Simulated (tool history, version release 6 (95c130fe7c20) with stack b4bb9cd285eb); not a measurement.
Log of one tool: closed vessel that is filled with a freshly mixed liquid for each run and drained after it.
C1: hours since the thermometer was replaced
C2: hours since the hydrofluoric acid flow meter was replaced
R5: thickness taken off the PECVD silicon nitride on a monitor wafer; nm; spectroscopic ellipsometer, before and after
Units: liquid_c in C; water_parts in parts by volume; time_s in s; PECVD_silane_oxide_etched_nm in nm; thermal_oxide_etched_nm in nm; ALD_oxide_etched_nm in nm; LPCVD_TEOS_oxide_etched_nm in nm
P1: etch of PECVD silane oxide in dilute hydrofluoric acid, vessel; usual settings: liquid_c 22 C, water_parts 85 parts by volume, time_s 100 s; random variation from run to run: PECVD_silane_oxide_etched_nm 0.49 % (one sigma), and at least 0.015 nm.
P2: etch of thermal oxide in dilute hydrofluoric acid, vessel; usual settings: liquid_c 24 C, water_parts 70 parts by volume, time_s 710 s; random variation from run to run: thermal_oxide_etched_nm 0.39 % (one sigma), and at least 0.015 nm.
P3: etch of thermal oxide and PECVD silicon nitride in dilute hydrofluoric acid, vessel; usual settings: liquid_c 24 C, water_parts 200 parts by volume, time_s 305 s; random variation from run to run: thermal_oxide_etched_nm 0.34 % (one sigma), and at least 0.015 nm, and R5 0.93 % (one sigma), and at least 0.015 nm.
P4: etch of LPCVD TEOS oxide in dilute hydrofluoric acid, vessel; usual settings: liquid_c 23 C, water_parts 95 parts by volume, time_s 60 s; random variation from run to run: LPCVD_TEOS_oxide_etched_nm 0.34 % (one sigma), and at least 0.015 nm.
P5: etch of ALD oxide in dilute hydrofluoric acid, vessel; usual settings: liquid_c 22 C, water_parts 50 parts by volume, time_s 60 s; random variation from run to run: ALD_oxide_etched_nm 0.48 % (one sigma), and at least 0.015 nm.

{"run": 1, "hour": 13.4, "process": "P1", "liquid_c": 22, "water_parts": 85, "time_s": 100, "C1": 893.9, "C2": 987.8, "PECVD_silane_oxide_etched_nm": 29.083}
{"run": 2, "hour": 19.9, "process": "P2", "liquid_c": 24, "water_parts": 105, "time_s": 710, "C1": 900.4, "C2": 994.3, "thermal_oxide_etched_nm": 31.232}
{"run": 3, "hour": 29.1, "process": "P1", "liquid_c": 22, "water_parts": 85, "time_s": 165, "C1": 909.6, "C2": 1003.5, "PECVD_silane_oxide_etched_nm": 48.237}
{"run": 4, "hour": 37.2, "process": "P2", "liquid_c": 30, "water_parts": 70, "time_s": 710, "C1": 917.7, "C2": 1011.6, "thermal_oxide_etched_nm": 61.845}
{"run": 5, "hour": 49.2, "process": "P5", "liquid_c": 17, "water_parts": 50, "time_s": 60, "C1": 929.7, "C2": 1023.6, "ALD_oxide_etched_nm": 23.583}
{"run": 6, "hour": 59.0, "process": "P1", "liquid_c": 22, "water_parts": 85, "time_s": 100, "C1": 939.5, "C2": 1033.4, "PECVD_silane_oxide_etched_nm": 29.279}
{"run": 7, "hour": 67.8, "process": "P1", "liquid_c": 26, "water_parts": 145, "time_s": 100, "C1": 948.3, "C2": 1042.2, "PECVD_silane_oxide_etched_nm": 18.534}
{"run": 8, "hour": 75.7, "process": "P2", "liquid_c": 24, "water_parts": 70, "time_s": 710, "C1": 956.2, "C2": 1050.1, "thermal_oxide_etched_nm": 48.6}
{"run": 9, "hour": 89.3, "process": "P4", "liquid_c": 18, "water_parts": 95, "time_s": 60, "C1": 969.8, "C2": 1063.7, "LPCVD_TEOS_oxide_etched_nm": 24.124}
{"run": 10, "hour": 99.6, "process": "P3", "liquid_c": 18, "water_parts": 200, "time_s": 305, "C1": 980.1, "C2": 1074.0, "thermal_oxide_etched_nm": 5.2415, "R5": 1.7016}
{"run": 11, "hour": 111.0, "process": "P2", "liquid_c": 24, "water_parts": 70, "time_s": 1065, "C1": 991.5, "C2": 1085.4, "thermal_oxide_etched_nm": 73.533}
{"run": 12, "hour": 118.4, "process": "P1", "liquid_c": 22, "water_parts": 85, "time_s": 45, "C1": 998.9, "C2": 1092.8, "PECVD_silane_oxide_etched_nm": 13.189}
{"run": 13, "hour": 131.6, "process": "P5", "liquid_c": 22, "water_parts": 50, "time_s": 60, "C1": 1012.1, "C2": 1106.0, "ALD_oxide_etched_nm": 29.516}
{"run": 14, "hour": 141.7, "process": "P1", "liquid_c": 22, "water_parts": 85, "time_s": 100, "C1": 1022.2, "C2": 1116.1, "PECVD_silane_oxide_etched_nm": 29.128}
{"run": 15, "hour": 151.8, "process": "P1", "liquid_c": 22, "water_parts": 150, "time_s": 100, "C1": 1032.3, "C2": 1126.2, "PECVD_silane_oxide_etched_nm": 15.317}
{"run": 16, "hour": 159.1, "process": "P3", "liquid_c": 24, "water_parts": 45, "time_s": 305, "C1": 1039.6, "C2": 1133.5, "thermal_oxide_etched_nm": 35.316, "R5": 11.339}
{"run": 17, "hour": 171.0, "process": "P1", "liquid_c": 30, "water_parts": 85, "time_s": 100, "C1": 1051.5, "C2": 1145.4, "PECVD_silane_oxide_etched_nm": 39.778}
{"run": 18, "hour": 182.6, "process": "P3", "liquid_c": 24, "water_parts": 200, "time_s": 305, "C1": 1063.1, "C2": 1157.0, "thermal_oxide_etched_nm": 6.5799, "R5": 2.6172}
{"run": 19, "hour": 193.3, "process": "P1", "liquid_c": 22, "water_parts": 85, "time_s": 100, "C1": 1073.8, "C2": 1167.7, "PECVD_silane_oxide_etched_nm": 29.229}
{"hour": 200.8, "done": "thermometer replaced"}
{"run": 20, "hour": 203.5, "process": "P3", "liquid_c": 24, "water_parts": 200, "time_s": 480, "C1": 2.8, "C2": 1177.9, "thermal_oxide_etched_nm": 10.349, "R5": 4.0477}
{"run": 21, "hour": 211.3, "process": "P1", "liquid_c": 22, "water_parts": 25, "time_s": 100, "C1": 10.6, "C2": 1185.7, "PECVD_silane_oxide_etched_nm": 107.4}
{"run": 22, "hour": 218.3, "process": "P2", "liquid_c": 24, "water_parts": 70, "time_s": 710, "C1": 17.6, "C2": 1192.7, "thermal_oxide_etched_nm": 48.667}
{"run": 23, "hour": 226.8, "process": "P4", "liquid_c": 23, "water_parts": 55, "time_s": 60, "C1": 26.1, "C2": 1201.2, "LPCVD_TEOS_oxide_etched_nm": 53.683}
{"run": 24, "hour": 238.7, "process": "P1", "liquid_c": 22, "water_parts": 85, "time_s": 100, "C1": 38.0, "C2": 1213.1, "PECVD_silane_oxide_etched_nm": 29.147}
{"run": 25, "hour": 247.2, "process": "P3", "liquid_c": 24, "water_parts": 200, "time_s": 305, "C1": 46.5, "C2": 1221.6, "thermal_oxide_etched_nm": 6.6307, "R5": 2.5092}
{"run": 26, "hour": 259.1, "process": "P5", "liquid_c": 22, "water_parts": 50, "time_s": 100, "C1": 58.4, "C2": 1233.5, "ALD_oxide_etched_nm": 48.989}
{"run": 27, "hour": 265.4, "process": "P5", "liquid_c": 22, "water_parts": 80, "time_s": 60, "C1": 64.7, "C2": 1239.8, "ALD_oxide_etched_nm": 17.859}
{"run": 28, "hour": 276.6, "process": "P4", "liquid_c": 23, "water_parts": 95, "time_s": 60, "C1": 75.9, "C2": 1251.0, "LPCVD_TEOS_oxide_etched_nm": 29.575}
{"run": 29, "hour": 285.2, "process": "P4", "liquid_c": 23, "water_parts": 95, "time_s": 30, "C1": 84.5, "C2": 1259.6, "LPCVD_TEOS_oxide_etched_nm": 14.793}

Forecast run 30:
{"run": 30, "hour": 298.2, "process": "P1", "liquid_c": 17, "water_parts": 85, "time_s": 100, "C1": 97.5, "C2": 1272.6, "PECVD_silane_oxide_etched_nm": "?"}

{"run 30": {"PECVD_silane_oxide_etched_nm": 23.644}}

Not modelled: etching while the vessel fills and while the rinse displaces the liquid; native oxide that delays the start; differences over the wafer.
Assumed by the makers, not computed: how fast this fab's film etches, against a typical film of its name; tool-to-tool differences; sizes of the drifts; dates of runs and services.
